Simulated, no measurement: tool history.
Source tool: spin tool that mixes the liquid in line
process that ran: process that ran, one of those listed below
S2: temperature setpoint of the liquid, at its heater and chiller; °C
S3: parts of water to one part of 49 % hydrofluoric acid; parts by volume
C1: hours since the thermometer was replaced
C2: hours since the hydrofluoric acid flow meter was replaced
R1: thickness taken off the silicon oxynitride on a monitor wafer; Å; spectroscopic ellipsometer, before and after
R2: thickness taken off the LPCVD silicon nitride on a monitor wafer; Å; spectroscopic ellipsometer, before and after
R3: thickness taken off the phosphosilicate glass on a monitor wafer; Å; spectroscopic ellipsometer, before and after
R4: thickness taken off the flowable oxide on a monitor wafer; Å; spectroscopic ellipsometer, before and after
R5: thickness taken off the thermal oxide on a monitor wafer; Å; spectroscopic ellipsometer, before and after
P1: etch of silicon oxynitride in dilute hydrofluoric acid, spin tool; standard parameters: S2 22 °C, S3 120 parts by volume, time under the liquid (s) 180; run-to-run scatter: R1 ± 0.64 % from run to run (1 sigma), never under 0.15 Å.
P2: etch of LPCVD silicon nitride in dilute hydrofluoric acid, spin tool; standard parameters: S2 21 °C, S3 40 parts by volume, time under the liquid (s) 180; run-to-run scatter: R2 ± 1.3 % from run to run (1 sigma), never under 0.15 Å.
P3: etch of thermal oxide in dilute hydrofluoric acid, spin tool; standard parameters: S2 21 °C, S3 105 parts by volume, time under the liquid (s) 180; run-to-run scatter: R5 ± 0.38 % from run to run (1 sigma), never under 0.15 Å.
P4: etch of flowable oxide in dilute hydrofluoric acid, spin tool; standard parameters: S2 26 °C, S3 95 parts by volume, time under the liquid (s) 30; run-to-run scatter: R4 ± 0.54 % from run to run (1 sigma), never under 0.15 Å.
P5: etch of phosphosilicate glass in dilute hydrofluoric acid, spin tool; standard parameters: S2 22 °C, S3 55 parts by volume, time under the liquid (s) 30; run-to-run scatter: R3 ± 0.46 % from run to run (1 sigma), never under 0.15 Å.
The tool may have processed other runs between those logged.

Run 1, hour 3.3: process that ran P1, S2 22 °C, S3 120 parts by volume, time under the liquid (s) 180; C1 213.6; C2 221.7. Result: R1 42.986 Å.
Run 2, hour 9.8: process that ran P1, S2 22 °C, S3 120 parts by volume, time under the liquid (s) 30; C1 220.1; C2 228.2. Result: R1 7.1783 Å.
Run 3, hour 13.5: process that ran P1, S2 22 °C, S3 120 parts by volume, time under the liquid (s) 180; C1 223.8; C2 231.9. Result: R1 42.428 Å.
Run 4, hour 19.5: process that ran P2, S2 21 °C, S3 40 parts by volume, time under the liquid (s) 180; C1 229.8; C2 237.9. Result: R2 19.425 Å.
Run 5, hour 23.6: process that ran P5, S2 22 °C, S3 55 parts by volume, time under the liquid (s) 15; C1 233.9; C2 242. Result: R3 200.24 Å.
Run 6, hour 26.8: process that ran P1, S2 22 °C, S3 180 parts by volume, time under the liquid (s) 180; C1 237.1; C2 245.2. Result: R1 27.363 Å.
Run 7, hour 33: process that ran P4, S2 18.5 °C, S3 95 parts by volume, time under the liquid (s) 30; C1 243.3; C2 251.4. Result: R4 127.83 Å.
At hour 34.2: thermometer replaced.
Run 8, hour 38.9: process that ran P4, S2 26 °C, S3 95 parts by volume, time under the liquid (s) 30; C1 4.7; C2 257.3. Result: R4 173.06 Å.
Run 9, hour 44.5: process that ran P3, S2 21 °C, S3 105 parts by volume, time under the liquid (s) 25; C1 10.3; C2 262.9. Result: R5 9.1031 Å.
Run 10, hour 49.1: process that ran P1, S2 27.5 °C, S3 120 parts by volume, time under the liquid (s) 180; C1 14.9; C2 267.5. Result: R1 55.565 Å.
Run 11, hour 52.7: process that ran P4, S2 26 °C, S3 95 parts by volume, time under the liquid (s) 30; C1 18.5; C2 271.1. Result: R4 174.05 Å.
Run 12, hour 59.1: process that ran P5, S2 22 °C, S3 55 parts by volume, time under the liquid (s) 30; C1 24.9; C2 277.5. Result: R3 405.57 Å.
Run 13, hour 65.6: process that ran P1, S2 22 °C, S3 120 parts by volume, time under the liquid (s) 180; C1 31.4; C2 284. Result: R1 43.11 Å.
Run 14, hour 69.5: process that ran P4, S2 26 °C, S3 95 parts by volume, time under the liquid (s) 15; C1 35.3; C2 287.9. Result: R4 87.01 Å.
Run 15, hour 73.1: process that ran P1, S2 22 °C, S3 120 parts by volume, time under the liquid (s) 180; C1 38.9; C2 291.5. Result: R1 42.496 Å.
Run 16, hour 78.7: process that ran P2, S2 21 °C, S3 40 parts by volume, time under the liquid (s) 300; C1 44.5; C2 297.1. Result: R2 31.25 Å.
Run 17, hour 82.2: process that ran P2, S2 17 °C, S3 40 parts by volume, time under the liquid (s) 180; C1 48; C2 300.6. Result: R2 13.921 Å.
Run 18, hour 88.2: process that ran P1, S2 22 °C, S3 120 parts by volume, time under the liquid (s) 180; C1 54; C2 306.6. Result: R1 43.2 Å.
Run 19, hour 91.3: process that ran P5, S2 17 °C, S3 55 parts by volume, time under the liquid (s) 30; C1 57.1; C2 309.7. Result: R3 325.96 Å.
Run 20, hour 94.4: process that ran P5, S2 22 °C, S3 20 parts by volume, time under the liquid (s) 30; C1 60.2; C2 312.8. Result: R3 1154 Å.
Run 21, hour 99: process that ran P3, S2 21 °C, S3 105 parts by volume, time under the liquid (s) 180; C1 64.8; C2 317.4. Result: R5 65.246 Å.
Run 22, hour 102.6: process that ran P1, S2 17 °C, S3 120 parts by volume, time under the liquid (s) 180; C1 68.4; C2 321. Result: R1 33.449 Å.
Run 23, hour 108.2: process that ran P1, S2 22 °C, S3 20 parts by volume, time under the liquid (s) 180; C1 74; C2 326.6. Result: R1 275.56 Å.
Run 24, hour 114.8: process that ran P3, S2 21 °C, S3 25 parts by volume, time under the liquid (s) 180; C1 80.6; C2 333.2. Result: R5 302.23 Å.
Run 25, hour 119.5: process that ran P4, S2 26 °C, S3 25 parts by volume, time under the liquid (s) 30; C1 85.3; C2 337.9. Result: R4 721.39 Å.
Run 26, hour 123.4: process that ran P1, S2 17.5 °C, S3 160 parts by volume, time under the liquid (s) 180; C1 89.2; C2 341.8. Result: R1 25.017 Å.
Run 27, hour 126.8: process that ran P3, S2 17 °C, S3 105 parts by volume, time under the liquid (s) 180; C1 92.6; C2 345.2. Result: R5 55.321 Å.
Run 28, hour 130.5: process that ran P1, S2 25.5 °C, S3 200 parts by volume, time under the liquid (s) 180; C1 96.3; C2 348.9. Result: R1 28.324 Å.
Run 29, hour 133.4: process that ran P2, S2 21 °C, S3 65 parts by volume, time under the liquid (s) 180; C1 99.2; C2 351.8. Result: R2 11.874 Å.
Run 30, hour 137: process that ran P1, S2 22 °C, S3 120 parts by volume, time under the liquid (s) 275; C1 102.8; C2 355.4. Result: R1 64.956 Å.
Run 31, hour 143.1: process that ran P5, S2 22 °C, S3 55 parts by volume, time under the liquid (s) 30; C1 108.9; C2 361.5. Result: R3 408.33 Å.
Run 32, hour 149.7: process that ran P1, S2 22 °C, S3 120 parts by volume, time under the liquid (s) 180; C1 115.5; C2 368.1. Result: R1 42.077 Å.
Run 33, hour 153.6: process that ran P1, S2 22 °C, S3 120 parts by volume, time under the liquid (s) 180; C1 119.4; C2 372. Result: R1 43.958 Å.
Run 34, hour 156.9: process that ran P1, S2 22 °C, S3 120 parts by volume, time under the liquid (s) 180; C1 122.7; C2 375.3. Result: R1 44.662 Å.
Run 35, hour 162.2: process that ran P1, S2 22 °C, S3 120 parts by volume, time under the liquid (s) 180; C1 128; C2 380.6. Result: R1 45.403 Å.
Run 36, hour 168.4: process that ran P1, S2 22 °C, S3 120 parts by volume, time under the liquid (s) 180; C1 134.2; C2 386.8. Result: R1 45.1 Å.
Run 37, hour 173.7: process that ran P1, S2 22 °C, S3 120 parts by volume, time under the liquid (s) 180; C1 139.5; C2 392.1. Result: R1 46.393 Å.
Run 38, hour 180.3: process that ran P1, S2 22 °C, S3 120 parts by volume, time under the liquid (s) 180; C1 146.1; C2 398.7. Result: R1 46.581 Å.
Run 39, hour 186.8: process that ran P1, S2 22 °C, S3 120 parts by volume, time under the liquid (s) 180; C1 152.6; C2 405.2. Result: R1 47.244 Å.
Run 40, hour 190: process that ran P1, S2 22 °C, S3 120 parts by volume, time under the liquid (s) 180; C1 155.8; C2 408.4. Result: R1 45.974 Å.
Run 41, hour 195.9: process that ran P1, S2 22 °C, S3 120 parts by volume, time under the liquid (s) 180; C1 161.7; C2 414.3. Result: R1 46.821 Å.
Run 42, hour 200.1: process that ran P1, S2 22 °C, S3 120 parts by volume, time under the liquid (s) 180; C1 165.9; C2 418.5. Result: R1 46.55 Å.

What P1 gives has crept away from where it was. These 2 causes fit the log equally well, each at the size given:
A: liquid hotter than its thermometer reads (K) = 1.9
B: hydrofluoric acid flow above the setpoint (%) = 8.54
The creep began at about hour 149.7.

Below are 4 check runs, each averaged over 5 wafers, with their results shown as question marks. Which of them would give clearly different results depending on which cause is behind the drift?
Run check 1, hour 204.3: process that ran P2, S2 17 °C, S3 40 parts by volume, time under the liquid (s) 250. Result: R2 ?.
Run check 2, hour 204.3: process that ran P4, S2 18.5 °C, S3 30 parts by volume, time under the liquid (s) 30. Result: R4 ?.
Run check 3, hour 204.3: process that ran P3, S2 18 °C, S3 25 parts by volume, time under the liquid (s) 180. Result: R5 ?.
Run check 4, hour 204.3: process that ran P5, S2 17.5 °C, S3 35 parts by volume, time under the liquid (s) 30. Result: R3 ?.

Predicted outcomes, by check and by cause:
  check  result    if A    if B
check 1      R2   22.34  21.134
check 2      R4  473.05   474.2
check 3      R5  289.24  289.66
check 4      R3  582.53  583.93
Distance between the nearest two causes, measured in the result of the check that separates them most: check 1 5.55 %; check 2 0.24 %; check 3 0.15 %; check 4 0.24 %
Of the check runs offered, only check 1 discriminates between the causes; the rest would read about the same regardless of which cause applies.

Check 1 has now been run. It gave: R2 21.406 Å. Which of the candidate causes is it?

The correct cause is B, namely: hydrofluoric acid flow above the setpoint (%).
